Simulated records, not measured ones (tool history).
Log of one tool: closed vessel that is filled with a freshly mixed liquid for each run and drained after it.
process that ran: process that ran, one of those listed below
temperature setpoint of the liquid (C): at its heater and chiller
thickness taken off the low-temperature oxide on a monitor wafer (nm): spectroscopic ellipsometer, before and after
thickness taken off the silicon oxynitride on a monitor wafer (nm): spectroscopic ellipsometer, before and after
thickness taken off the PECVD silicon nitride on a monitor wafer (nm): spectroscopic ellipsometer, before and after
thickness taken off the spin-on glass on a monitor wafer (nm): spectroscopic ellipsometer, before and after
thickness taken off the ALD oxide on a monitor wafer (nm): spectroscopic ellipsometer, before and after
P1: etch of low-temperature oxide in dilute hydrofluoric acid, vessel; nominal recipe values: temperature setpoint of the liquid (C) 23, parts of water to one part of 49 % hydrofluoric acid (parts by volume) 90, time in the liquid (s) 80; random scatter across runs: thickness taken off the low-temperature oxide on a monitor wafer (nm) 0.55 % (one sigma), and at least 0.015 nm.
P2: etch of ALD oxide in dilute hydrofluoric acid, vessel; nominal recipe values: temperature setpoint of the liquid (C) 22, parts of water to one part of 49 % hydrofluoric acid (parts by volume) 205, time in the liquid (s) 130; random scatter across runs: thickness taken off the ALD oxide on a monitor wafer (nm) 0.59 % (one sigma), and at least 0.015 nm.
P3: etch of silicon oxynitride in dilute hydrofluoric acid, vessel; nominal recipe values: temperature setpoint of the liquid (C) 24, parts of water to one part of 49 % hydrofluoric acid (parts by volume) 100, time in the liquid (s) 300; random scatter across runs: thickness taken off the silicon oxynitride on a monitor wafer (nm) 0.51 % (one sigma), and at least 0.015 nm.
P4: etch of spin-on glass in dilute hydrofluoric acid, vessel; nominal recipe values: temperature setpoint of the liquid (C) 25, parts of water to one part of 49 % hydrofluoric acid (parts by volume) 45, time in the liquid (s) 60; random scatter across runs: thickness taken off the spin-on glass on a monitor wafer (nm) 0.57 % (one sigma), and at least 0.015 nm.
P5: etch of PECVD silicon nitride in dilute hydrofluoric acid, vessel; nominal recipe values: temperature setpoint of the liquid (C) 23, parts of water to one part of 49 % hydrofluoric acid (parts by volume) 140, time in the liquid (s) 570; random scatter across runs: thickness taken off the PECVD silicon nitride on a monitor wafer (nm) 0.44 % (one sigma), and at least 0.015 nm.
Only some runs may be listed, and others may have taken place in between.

| run | hour | process that ran | temperature setpoint of the liquid (C) | parts of water to one part of 49 % hydrofluoric acid (parts by volume) | time in the liquid (s) | hours since the thermometer was replaced | hours since the hydrofluoric acid flow meter was replaced | thickness taken off the low-temperature oxide on a monitor wafer (nm) | thickness taken off the silicon oxynitride on a monitor wafer (nm) | thickness taken off the PECVD silicon nitride on a monitor wafer (nm) | thickness taken off the spin-on glass on a monitor wafer (nm) | thickness taken off the ALD oxide on a monitor wafer (nm) |
|---|---|---|---|---|---|---|---|---|---|---|---|---|
| 1 | 11.7 | P1 | 23 | 90 | 80 | 2377.8 | 501.8 | 16.787 |  |  |  |  |
| 2 | 18.9 | P1 | 23 | 30 | 155 | 2385 | 509 | 105.28 |  |  |  |  |
| 3 | 28.3 | P3 | 24 | 175 | 300 | 2394.4 | 518.4 |  | 7.3259 |  |  |  |
| 4 | 36.5 | P5 | 23 | 140 | 570 | 2402.6 | 526.6 |  |  | 14.944 |  |  |
| 5 | 41.8 | P4 | 18 | 45 | 60 | 2407.9 | 531.9 |  |  |  | 49.65 |  |
| 6 | 50.5 | P4 | 25 | 45 | 30 | 2416.6 | 540.6 |  |  |  | 32.993 |  |
| 7 | 57.6 | P5 | 23 | 140 | 1070 | 2423.7 | 547.7 |  |  | 27.926 |  |  |
| 8 | 63.4 | P4 | 25 | 45 | 60 | 2429.5 | 553.5 |  |  |  | 66.839 |  |
| 9 | 75 | P5 | 23 | 255 | 570 | 2441.1 | 565.1 |  |  | 8.2548 |  |  |
| 10 | 81.4 | P3 | 24 | 100 | 300 | 2447.5 | 571.5 |  | 13.489 |  |  |  |
| 11 | 88.2 | P3 | 24 | 100 | 470 | 2454.3 | 578.3 |  | 21.222 |  |  |  |
| 12 | 94.3 | P1 | 23 | 120 | 145 | 2460.4 | 584.4 | 21.918 |  |  |  |  |
| 13 | 102.6 | P1 | 23 | 90 | 80 | 2468.7 | 592.7 | 16.912 |  |  |  |  |
| 14 | 114.2 | P1 | 23 | 90 | 80 | 2480.3 | 604.3 | 16.901 |  |  |  |  |
| 15 | 121.6 | P2 | 22 | 70 | 130 | 2487.7 | 611.7 |  |  |  |  | 17.632 |
| 16 | 129.6 | P1 | 23 | 90 | 80 | 2495.7 | 619.7 | 16.736 |  |  |  |  |
| 17 | 137.3 | P1 | 23 | 90 | 150 | 2503.4 | 627.4 | 31.412 |  |  |  |  |
| 18 | 149.5 | P1 | 23 | 90 | 30 | 2515.6 | 639.6 | 6.2661 |  |  |  |  |
| 19 | 158.3 | P1 | 23 | 145 | 80 | 2524.4 | 648.4 | 9.6705 |  |  |  |  |
| 20 | 165.1 | P2 | 22 | 205 | 40 | 2531.2 | 655.2 |  |  |  |  | 1.6048 |
| 21 | 173 | P1 | 23 | 90 | 80 | 2539.1 | 663.1 | 16.944 |  |  |  |  |
| 22 | 180.1 | P2 | 17 | 205 | 130 | 2546.2 | 670.2 |  |  |  |  | 4.3491 |
| 23 | 186.4 | P4 | 25 | 45 | 60 | 2552.5 | 676.5 |  |  |  | 66.957 |  |
| 24 | 194.1 | P2 | 22 | 205 | 130 | 2560.2 | 684.2 |  |  |  |  | 5.224 |
| 25 | 201 | P2 | 22 | 205 | 130 | 2567.1 | 691.1 |  |  |  |  | 5.2844 |
| 26 | 210.3 | P5 | 19 | 140 | 570 | 2576.4 | 700.4 |  |  | 11.54 |  |  |
| 27 | 219.2 | P3 | 32 | 100 | 300 | 2585.3 | 709.3 |  | 19.565 |  |  |  |
| 28 | 226.2 | P1 | 18.5 | 90 | 80 | 2592.3 | 716.3 | 13.999 |  |  |  |  |
| 29 | 236.4 | P1 | 23 | 90 | 80 | 2602.5 | 726.5 | 16.837 |  |  |  |  |
| 30 | 247.1 | P3 | 24 | 100 | 300 | 2613.2 | 737.2 |  | 13.575 |  |  |  |
| 31 | 252.7 | P1 | 27.5 | 90 | 80 | 2618.8 | 742.8 | 19.877 |  |  |  |  |
| 32 | 258.9 | P1 | 23 | 30 | 80 | 2625 | 749 | 53.993 |  |  |  |  |
| 33 | 270.6 | P1 | 23 | 90 | 80 | 2636.7 | 760.7 | 16.802 |  |  |  |  |
| 34 | 279.2 | P4 | 25 | 20 | 60 | 2645.3 | 769.3 |  |  |  | 155.41 |  |
| 35 | 291.1 | P1 | 23 | 90 | 80 | 2657.2 | 781.2 | 16.771 |  |  |  |  |
| 36 | 302.8 | P1 | 23 | 90 | 80 | 2668.9 | 792.9 | 17.459 |  |  |  |  |
| 37 | 312.3 | P1 | 23 | 90 | 80 | 2678.4 | 802.4 | 17.648 |  |  |  |  |
| 38 | 318.5 | P1 | 23 | 90 | 80 | 2684.6 | 808.6 | 17.823 |  |  |  |  |
| 39 | 326.3 | P1 | 23 | 90 | 80 | 2692.4 | 816.4 | 17.929 |  |  |  |  |
| 40 | 336.5 | P1 | 23 | 90 | 80 | 2702.6 | 826.6 | 17.964 |  |  |  |  |
| 41 | 345.1 | P1 | 23 | 90 | 80 | 2711.2 | 835.2 | 18.062 |  |  |  |  |
| 42 | 354.9 | P1 | 23 | 90 | 80 | 2721 | 845 | 17.962 |  |  |  |  |
| 43 | 363.5 | P1 | 23 | 90 | 80 | 2729.6 | 853.6 | 18.035 |  |  |  |  |

P1 no longer gives what it gave before; its output has crept away from where it was. The following 2 causes, each at its listed size, fit the log equally well:
A: liquid hotter than its thermometer reads (K) = 1.91
B: hydrofluoric acid flow above the setpoint (%) = 7.12
Creep in the process output first set in at about hour 291.1.

The check runs listed below each take one wafer, and their results are still question marks. Under which run would the listed causes lead to clearly different results?
| check 1 | 372.1 | P3 | 31 | 145 | 300 |  |  |  | ? |  |  |  |
| check 2 | 372.1 | P5 | 23 | 140 | 795 |  |  |  |  | ? |  |  |
| check 3 | 372.1 | P2 | 17.5 | 205 | 70 |  |  |  |  |  |  | ? |
| check 4 | 372.1 | P4 | 25 | 35 | 60 |  |  |  |  |  | ? |  |

Check results expected under each cause:
| check | result | if A | if B |
|---|---|---|---|
| check 1 | thickness taken off the silicon oxynitride on a monitor wafer (nm) | 13.342 | 13.303 |
| check 2 | thickness taken off the PECVD silicon nitride on a monitor wafer (nm) | 23.645 | 22.358 |
| check 3 | thickness taken off the ALD oxide on a monitor wafer (nm) | 2.5491 | 2.5661 |
| check 4 | thickness taken off the spin-on glass on a monitor wafer (nm) | 94.04 | 93.449 |
Per-check spread between the two closest causes, in the result where they differ most: check 1 0.3 %; check 2 5.6 %; check 3 0.67 %; check 4 0.63 %
The other checks would show nearly matching results whichever cause is true, so check 2 is the only one that separates the causes.

With check 2 done, the readings were: thickness taken off the PECVD silicon nitride on a monitor wafer (nm) 22.299. Identify which of the listed causes applies.

Of the candidate causes, it is B: hydrofluoric acid flow above the setpoint (%).
